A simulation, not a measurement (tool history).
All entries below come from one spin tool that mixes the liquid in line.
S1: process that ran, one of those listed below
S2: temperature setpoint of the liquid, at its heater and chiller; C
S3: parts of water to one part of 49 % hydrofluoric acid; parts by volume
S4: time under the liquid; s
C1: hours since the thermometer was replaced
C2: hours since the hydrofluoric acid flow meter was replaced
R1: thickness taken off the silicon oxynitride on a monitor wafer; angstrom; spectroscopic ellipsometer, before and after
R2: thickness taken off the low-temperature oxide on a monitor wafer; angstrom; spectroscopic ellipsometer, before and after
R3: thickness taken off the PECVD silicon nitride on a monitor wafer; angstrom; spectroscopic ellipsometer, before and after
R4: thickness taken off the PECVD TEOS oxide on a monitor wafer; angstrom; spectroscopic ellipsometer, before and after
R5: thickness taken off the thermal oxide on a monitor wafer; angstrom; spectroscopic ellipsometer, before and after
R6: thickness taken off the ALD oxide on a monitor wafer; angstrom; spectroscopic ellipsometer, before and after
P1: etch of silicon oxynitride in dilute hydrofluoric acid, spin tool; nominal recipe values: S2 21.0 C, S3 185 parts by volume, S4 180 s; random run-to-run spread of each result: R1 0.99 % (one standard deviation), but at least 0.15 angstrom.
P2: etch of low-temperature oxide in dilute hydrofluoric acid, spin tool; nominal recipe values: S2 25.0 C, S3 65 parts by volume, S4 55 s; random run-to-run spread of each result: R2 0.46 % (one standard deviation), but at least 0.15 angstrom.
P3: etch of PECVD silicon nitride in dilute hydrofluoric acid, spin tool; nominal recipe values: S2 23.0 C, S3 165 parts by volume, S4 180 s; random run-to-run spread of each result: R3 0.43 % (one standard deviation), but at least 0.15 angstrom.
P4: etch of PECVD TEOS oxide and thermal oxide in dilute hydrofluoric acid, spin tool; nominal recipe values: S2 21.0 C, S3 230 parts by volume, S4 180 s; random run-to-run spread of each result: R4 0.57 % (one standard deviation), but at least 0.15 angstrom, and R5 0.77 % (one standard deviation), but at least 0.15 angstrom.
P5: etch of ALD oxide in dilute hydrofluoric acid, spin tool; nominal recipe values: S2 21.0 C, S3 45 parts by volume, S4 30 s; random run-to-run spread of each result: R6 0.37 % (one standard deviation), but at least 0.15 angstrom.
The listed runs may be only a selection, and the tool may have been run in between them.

{"run": 1, "day": 0.096, "S1": "P1", "S2": 21.0, "S3": 185, "S4": 180, "C1": 870.9, "C2": 560.3, "R1": 22.196}
{"run": 2, "day": 0.271, "S1": "P1", "S2": 27.5, "S3": 185, "S4": 180, "C1": 875.1, "C2": 564.5, "R1": 29.917}
{"run": 3, "day": 0.408, "S1": "P2", "S2": 25.0, "S3": 65, "S4": 55, "C1": 878.4, "C2": 567.8, "R2": 183.56}
{"run": 4, "day": 0.504, "S1": "P3", "S2": 23.0, "S3": 165, "S4": 335, "C1": 880.7, "C2": 570.1, "R3": 94.436}
{"run": 5, "day": 0.633, "S1": "P2", "S2": 25.0, "S3": 25, "S4": 55, "C1": 883.8, "C2": 573.2, "R2": 503.71}
{"run": 6, "day": 0.725, "S1": "P2", "S2": 25.0, "S3": 65, "S4": 85, "C1": 886.0, "C2": 575.4, "R2": 284.81}
{"run": 7, "day": 0.821, "S1": "P3", "S2": 18.5, "S3": 165, "S4": 180, "C1": 888.3, "C2": 577.7, "R3": 37.529}
{"run": 8, "day": 0.95, "S1": "P4", "S2": 21.0, "S3": 45, "S4": 180, "C1": 891.4, "C2": 580.8, "R4": 712.94, "R5": 171.88}
{"run": 9, "day": 1.079, "S1": "P4", "S2": 21.0, "S3": 230, "S4": 180, "C1": 894.5, "C2": 583.9, "R4": 113.58, "R5": 27.445}
{"run": 10, "day": 1.192, "S1": "P1", "S2": 21.0, "S3": 185, "S4": 180, "C1": 897.2, "C2": 586.6, "R1": 22.387}
{"run": 11, "day": 1.292, "S1": "P1", "S2": 21.0, "S3": 65, "S4": 180, "C1": 899.6, "C2": 589.0, "R1": 69.06}
{"run": 12, "day": 1.379, "S1": "P3", "S2": 23.0, "S3": 240, "S4": 180, "C1": 901.7, "C2": 591.1, "R3": 34.973}
{"run": 13, "day": 1.467, "S1": "P5", "S2": 21.0, "S3": 20, "S4": 30, "C1": 903.8, "C2": 593.2, "R6": 229.51}
{"run": 14, "day": 1.638, "S1": "P1", "S2": 17.0, "S3": 185, "S4": 275, "C1": 907.9, "C2": 597.3, "R1": 28.373}
{"run": 15, "day": 1.762, "S1": "P5", "S2": 21.0, "S3": 45, "S4": 15, "C1": 910.9, "C2": 600.3, "R6": 49.122}
{"run": 16, "day": 1.9, "S1": "P4", "S2": 17.0, "S3": 230, "S4": 180, "C1": 914.2, "C2": 603.6, "R4": 97.791, "R5": 24.06}
{"run": 17, "day": 1.992, "S1": "P5", "S2": 25.0, "S3": 45, "S4": 30, "C1": 916.4, "C2": 605.8, "R6": 115.88}
{"run": 18, "day": 2.092, "S1": "P5", "S2": 21.0, "S3": 45, "S4": 30, "C1": 918.8, "C2": 608.2, "R6": 98.248}
{"run": 19, "day": 2.225, "S1": "P1", "S2": 17.0, "S3": 185, "S4": 180, "C1": 922.0, "C2": 611.4, "R1": 18.548}
{"run": 20, "day": 2.354, "S1": "P4", "S2": 21.0, "S3": 230, "S4": 180, "C1": 925.1, "C2": 614.5, "R4": 114.43, "R5": 27.856}
{"run": 21, "day": 2.467, "S1": "P2", "S2": 29.0, "S3": 65, "S4": 55, "C1": 927.8, "C2": 617.2, "R2": 215.36}
{"run": 22, "day": 2.579, "S1": "P1", "S2": 21.0, "S3": 275, "S4": 15, "C1": 930.5, "C2": 619.9, "R1": 1.1127}
{"run": 23, "day": 2.671, "S1": "P3", "S2": 23.0, "S3": 165, "S4": 180, "C1": 932.7, "C2": 622.1, "R3": 51.008}
{"day": 2.75, "done": "hydrofluoric acid flow meter replaced"}
{"run": 24, "day": 2.771, "S1": "P1", "S2": 21.0, "S3": 185, "S4": 180, "C1": 935.1, "C2": 0.6, "R1": 22.468}
{"run": 25, "day": 2.85, "S1": "P1", "S2": 21.0, "S3": 270, "S4": 180, "C1": 937.0, "C2": 2.5, "R1": 14.677}
{"run": 26, "day": 2.938, "S1": "P1", "S2": 21.0, "S3": 185, "S4": 85, "C1": 939.1, "C2": 4.6, "R1": 10.362}
{"run": 27, "day": 3.046, "S1": "P1", "S2": 21.0, "S3": 185, "S4": 180, "C1": 941.7, "C2": 7.2, "R1": 22.322}
{"run": 28, "day": 3.162, "S1": "P1", "S2": 21.0, "S3": 185, "S4": 180, "C1": 944.5, "C2": 10.0, "R1": 22.703}
{"run": 29, "day": 3.288, "S1": "P3", "S2": 23.0, "S3": 165, "S4": 180, "C1": 947.5, "C2": 13.0, "R3": 50.301}
{"run": 30, "day": 3.442, "S1": "P1", "S2": 21.0, "S3": 185, "S4": 345, "C1": 951.2, "C2": 16.7, "R1": 43.534}
{"run": 31, "day": 3.546, "S1": "P1", "S2": 21.0, "S3": 185, "S4": 180, "C1": 953.7, "C2": 19.2, "R1": 22.843}
{"run": 32, "day": 3.696, "S1": "P4", "S2": 21.0, "S3": 230, "S4": 25, "C1": 957.3, "C2": 22.8, "R4": 16.065, "R5": 3.6755}
{"run": 33, "day": 3.833, "S1": "P1", "S2": 21.0, "S3": 185, "S4": 180, "C1": 960.6, "C2": 26.1, "R1": 22.806}
{"run": 34, "day": 3.983, "S1": "P1", "S2": 21.0, "S3": 185, "S4": 180, "C1": 964.2, "C2": 29.7, "R1": 23.154}
{"run": 35, "day": 4.088, "S1": "P1", "S2": 21.0, "S3": 185, "S4": 180, "C1": 966.7, "C2": 32.2, "R1": 24.676}
{"run": 36, "day": 4.254, "S1": "P1", "S2": 21.0, "S3": 185, "S4": 180, "C1": 970.7, "C2": 36.2, "R1": 24.826}
{"run": 37, "day": 4.362, "S1": "P1", "S2": 21.0, "S3": 185, "S4": 180, "C1": 973.3, "C2": 38.8, "R1": 24.573}
{"run": 38, "day": 4.496, "S1": "P1", "S2": 21.0, "S3": 185, "S4": 180, "C1": 976.5, "C2": 42.0, "R1": 24.691}
{"run": 39, "day": 4.592, "S1": "P1", "S2": 21.0, "S3": 185, "S4": 180, "C1": 978.8, "C2": 44.3, "R1": 25.129}
{"run": 40, "day": 4.767, "S1": "P1", "S2": 21.0, "S3": 185, "S4": 180, "C1": 983.0, "C2": 48.5, "R1": 24.796}

Compared with where it was, what P1 gives has crept away. Each cause listed below fits the log as well as the rest, at the size given for it:
A: hydrofluoric acid flow above the setpoint (%) = 10.2
B: liquid hotter than its thermometer reads (K) = 2.39
The gradual shift began around day 3.833.

Listed below are the offered check runs, one wafer per run, with question marks in place of results. For which of them would the causes give clearly different outcomes?
{"run": "check 1", "day": 4.942, "S1": "P5", "S2": 21.0, "S3": 25, "S4": 30, "R6": "?"}
{"run": "check 2", "day": 4.942, "S1": "P3", "S2": 23.0, "S3": 235, "S4": 275, "R3": "?"}
{"run": "check 3", "day": 4.942, "S1": "P2", "S2": 25.0, "S3": 30, "S4": 55, "R2": "?"}
{"run": "check 4", "day": 4.942, "S1": "P4", "S2": 21.0, "S3": 90, "S4": 180, "R4": "?", "R5": "?"}

Check results expected under each cause:
check=check_1 result=R6 if_A=200.450 if_B=200.850
check=check_2 result=R3 if_A=60.141 if_B=63.429
check=check_3 result=R2 if_A=462.19 if_B=460.94
check=check_4 result=R4 if_A=375.330 if_B=371.610
check=check_4 result=R5 if_A=91.5540 if_B=90.6490
Distance between the nearest two causes, measured in the result of the check that separates them most: check 1 0.2 %; check 2 5.32 %; check 3 0.27 %; check 4 0.99 %
The other checks would show nearly matching results whichever cause is true, so check 2 is the only one that separates the causes.

With check 2 done, the readings were: R3 63.474 angstrom. Identify which of the listed causes applies.

The correct cause is B, namely: liquid hotter than its thermometer reads (K).
